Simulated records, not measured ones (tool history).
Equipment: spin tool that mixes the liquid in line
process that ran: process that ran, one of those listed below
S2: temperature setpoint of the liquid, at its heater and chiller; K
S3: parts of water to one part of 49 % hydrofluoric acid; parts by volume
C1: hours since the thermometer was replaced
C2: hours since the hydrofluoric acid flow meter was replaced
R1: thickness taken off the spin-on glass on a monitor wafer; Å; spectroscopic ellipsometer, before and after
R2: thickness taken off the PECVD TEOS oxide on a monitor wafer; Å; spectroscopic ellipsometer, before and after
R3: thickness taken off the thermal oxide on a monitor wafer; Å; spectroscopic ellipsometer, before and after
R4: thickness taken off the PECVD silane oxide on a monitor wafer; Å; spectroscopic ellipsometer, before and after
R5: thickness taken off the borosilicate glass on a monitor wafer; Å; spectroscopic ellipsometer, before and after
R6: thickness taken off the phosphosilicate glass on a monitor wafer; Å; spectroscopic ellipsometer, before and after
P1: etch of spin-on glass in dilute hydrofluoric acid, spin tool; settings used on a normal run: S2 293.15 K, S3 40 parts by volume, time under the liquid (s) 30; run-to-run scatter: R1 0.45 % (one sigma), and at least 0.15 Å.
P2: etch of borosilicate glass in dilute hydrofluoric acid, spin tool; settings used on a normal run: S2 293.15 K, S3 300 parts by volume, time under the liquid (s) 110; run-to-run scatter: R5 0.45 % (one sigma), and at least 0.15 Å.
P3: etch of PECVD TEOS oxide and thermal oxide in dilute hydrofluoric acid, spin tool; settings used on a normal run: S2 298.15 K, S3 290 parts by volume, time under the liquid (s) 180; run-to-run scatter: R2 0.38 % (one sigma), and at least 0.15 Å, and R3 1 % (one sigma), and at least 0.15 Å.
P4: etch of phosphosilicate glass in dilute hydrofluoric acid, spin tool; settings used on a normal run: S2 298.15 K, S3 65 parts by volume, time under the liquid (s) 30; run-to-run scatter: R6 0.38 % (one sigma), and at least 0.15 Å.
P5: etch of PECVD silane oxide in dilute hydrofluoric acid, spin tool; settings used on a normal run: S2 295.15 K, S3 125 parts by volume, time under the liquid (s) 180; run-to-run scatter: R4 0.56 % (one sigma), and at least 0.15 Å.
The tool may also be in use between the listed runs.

Run 1, hour 2.8: process that ran P1, S2 293.15 K, S3 40 parts by volume, time under the liquid (s) 30; C1 111.9; C2 145.4. Result: R1 381.81 Å.
Run 2, hour 4.9: process that ran P3, S2 298.15 K, S3 530 parts by volume, time under the liquid (s) 180; C1 114.0; C2 147.5. Result: R2 32.318 Å, R3 11.407 Å.
Run 3, hour 9.5: process that ran P3, S2 298.15 K, S3 290 parts by volume, time under the liquid (s) 180; C1 118.6; C2 152.1. Result: R2 73.660 Å, R3 25.298 Å.
Run 4, hour 12.0: process that ran P1, S2 293.15 K, S3 65 parts by volume, time under the liquid (s) 30; C1 121.1; C2 154.6. Result: R1 229.88 Å.
Run 5, hour 15.0: process that ran P1, S2 293.15 K, S3 40 parts by volume, time under the liquid (s) 30; C1 124.1; C2 157.6. Result: R1 386.15 Å.
Run 6, hour 18.7: process that ran P1, S2 290.15 K, S3 40 parts by volume, time under the liquid (s) 30; C1 127.8; C2 161.3. Result: R1 337.49 Å.
Run 7, hour 22.8: process that ran P5, S2 295.15 K, S3 35 parts by volume, time under the liquid (s) 180; C1 131.9; C2 165.4. Result: R4 1924.80 Å.
Run 8, hour 25.8: process that ran P1, S2 293.15 K, S3 40 parts by volume, time under the liquid (s) 30; C1 134.9; C2 168.4. Result: R1 383.62 Å.
Run 9, hour 28.7: process that ran P5, S2 295.15 K, S3 125 parts by volume, time under the liquid (s) 180; C1 137.8; C2 171.3. Result: R4 490.27 Å.
Run 10, hour 32.1: process that ran P3, S2 302.65 K, S3 290 parts by volume, time under the liquid (s) 180; C1 141.2; C2 174.7. Result: R2 85.989 Å, R3 30.171 Å.
Run 11, hour 35.2: process that ran P1, S2 293.15 K, S3 40 parts by volume, time under the liquid (s) 30; C1 144.3; C2 177.8. Result: R1 382.18 Å.
Run 12, hour 39.5: process that ran P2, S2 293.15 K, S3 300 parts by volume, time under the liquid (s) 110; C1 148.6; C2 182.1. Result: R5 62.865 Å.
Run 13, hour 42.8: process that ran P1, S2 293.15 K, S3 55 parts by volume, time under the liquid (s) 45; C1 151.9; C2 185.4. Result: R1 416.62 Å.
Run 14, hour 45.1: process that ran P5, S2 295.15 K, S3 125 parts by volume, time under the liquid (s) 180; C1 154.2; C2 187.7. Result: R4 484.67 Å.
Run 15, hour 47.8: process that ran P4, S2 304.15 K, S3 65 parts by volume, time under the liquid (s) 30; C1 156.9; C2 190.4. Result: R6 1253.40 Å.
Run 16, hour 51.9: process that ran P4, S2 298.15 K, S3 65 parts by volume, time under the liquid (s) 30; C1 161.0; C2 194.5. Result: R6 999.95 Å.
Run 17, hour 54.8: process that ran P1, S2 293.15 K, S3 40 parts by volume, time under the liquid (s) 65; C1 163.9; C2 197.4. Result: R1 834.58 Å.
Run 18, hour 58.9: process that ran P4, S2 298.15 K, S3 110 parts by volume, time under the liquid (s) 30; C1 168.0; C2 201.5. Result: R6 555.49 Å.
Run 19, hour 61.7: process that ran P1, S2 293.15 K, S3 40 parts by volume, time under the liquid (s) 15; C1 170.8; C2 204.3. Result: R1 193.30 Å.
Run 20, hour 63.9: process that ran P1, S2 299.15 K, S3 40 parts by volume, time under the liquid (s) 30; C1 173.0; C2 206.5. Result: R1 497.45 Å.
Run 21, hour 67.9: process that ran P2, S2 293.15 K, S3 300 parts by volume, time under the liquid (s) 215; C1 177.0; C2 210.5. Result: R5 121.360 Å.
Run 22, hour 71.2: process that ran P4, S2 298.15 K, S3 65 parts by volume, time under the liquid (s) 30; C1 180.3; C2 213.8. Result: R6 997.50 Å.
Run 23, hour 75.7: process that ran P3, S2 298.15 K, S3 290 parts by volume, time under the liquid (s) 100; C1 184.8; C2 218.3. Result: R2 40.828 Å, R3 13.982 Å.
Run 24, hour 80.0: process that ran P5, S2 290.65 K, S3 125 parts by volume, time under the liquid (s) 180; C1 189.1; C2 222.6. Result: R4 406.06 Å.
Run 25, hour 83.9: process that ran P5, S2 295.15 K, S3 125 parts by volume, time under the liquid (s) 15; C1 193.0; C2 226.5. Result: R4 40.62 Å.
Run 26, hour 88.5: process that ran P2, S2 293.15 K, S3 70 parts by volume, time under the liquid (s) 110; C1 197.6; C2 231.1. Result: R5 335.940 Å.
Run 27, hour 90.7: process that ran P2, S2 298.65 K, S3 300 parts by volume, time under the liquid (s) 110; C1 199.8; C2 233.3. Result: R5 75.939 Å.
Run 28, hour 95.4: process that ran P1, S2 293.15 K, S3 40 parts by volume, time under the liquid (s) 30; C1 204.5; C2 238.0. Result: R1 381.11 Å.
Run 29, hour 98.2: process that ran P1, S2 293.15 K, S3 40 parts by volume, time under the liquid (s) 30; C1 207.3; C2 240.8. Result: R1 386.04 Å.
Run 30, hour 101.4: process that ran P4, S2 298.15 K, S3 65 parts by volume, time under the liquid (s) 45; C1 210.5; C2 244.0. Result: R6 1499.80 Å.
Run 31, hour 105.3: process that ran P1, S2 293.15 K, S3 20 parts by volume, time under the liquid (s) 30; C1 214.4; C2 247.9. Result: R1 797.25 Å.
Run 32, hour 109.0: process that ran P3, S2 298.15 K, S3 290 parts by volume, time under the liquid (s) 180; C1 218.1; C2 251.6. Result: R2 73.967 Å, R3 25.546 Å.
Run 33, hour 113.4: process that ran P1, S2 293.15 K, S3 40 parts by volume, time under the liquid (s) 30; C1 222.5; C2 256.0. Result: R1 384.96 Å.
Run 34, hour 117.6: process that ran P1, S2 293.15 K, S3 40 parts by volume, time under the liquid (s) 30; C1 226.7; C2 260.2. Result: R1 372.02 Å.
Run 35, hour 121.6: process that ran P1, S2 293.15 K, S3 40 parts by volume, time under the liquid (s) 30; C1 230.7; C2 264.2. Result: R1 365.44 Å.
Run 36, hour 125.1: process that ran P1, S2 293.15 K, S3 40 parts by volume, time under the liquid (s) 30; C1 234.2; C2 267.7. Result: R1 363.35 Å.
Run 37, hour 127.7: process that ran P1, S2 293.15 K, S3 40 parts by volume, time under the liquid (s) 30; C1 236.8; C2 270.3. Result: R1 365.00 Å.
Run 38, hour 132.0: process that ran P1, S2 293.15 K, S3 40 parts by volume, time under the liquid (s) 30; C1 241.1; C2 274.6. Result: R1 364.67 Å.
Run 39, hour 136.0: process that ran P1, S2 293.15 K, S3 40 parts by volume, time under the liquid (s) 30; C1 245.1; C2 278.6. Result: R1 361.35 Å.

What P1 gives has crept off from where it sat before. The 2 causes that follow fit the log equally well, each at the size noted:
A: liquid colder than its thermometer reads (K) = 1.43
B: hydrofluoric acid flow below the setpoint (%) = 5.65
Onset of the creep was near hour 113.4.

Consider the 4 single-wafer check runs listed below, results given as question marks: which one distinguishes between the causes by giving clearly different results for each?
Run check 1, hour 140.0: process that ran P3, S2 301.65 K, S3 520 parts by volume, time under the liquid (s) 180. Result: R2 ?, R3 ?.
Run check 2, hour 140.0: process that ran P2, S2 298.15 K, S3 80 parts by volume, time under the liquid (s) 110. Result: R5 ?.
Run check 3, hour 140.0: process that ran P4, S2 298.15 K, S3 90 parts by volume, time under the liquid (s) 30. Result: R6 ?.
Run check 4, hour 140.0: process that ran P5, S2 295.15 K, S3 80 parts by volume, time under the liquid (s) 15. Result: R4 ?.

What every check run would give for each of its results, assuming each possible cause in turn:
  check  result     if A     if B
check 1      R2   35.537   34.023
check 1      R3   12.374   11.847
check 2      R5  337.020  334.670
check 3      R6   657.42   652.13
check 4      R4   62.924   62.607
Smallest distance between any two causes, each pair judged by its most separating result, in per cent: check 1 4.35 %; check 2 0.7 %; check 3 0.81 %; check 4 0.51 %
The other checks would show nearly matching results whichever cause is true, so check 1 is the only one that separates the causes.

The results of check 1 are: R2 34.305 Å; R3 11.851 Å. Based on these, which of the listed causes is it?

B is the cause: hydrofluoric acid flow below the setpoint (%).
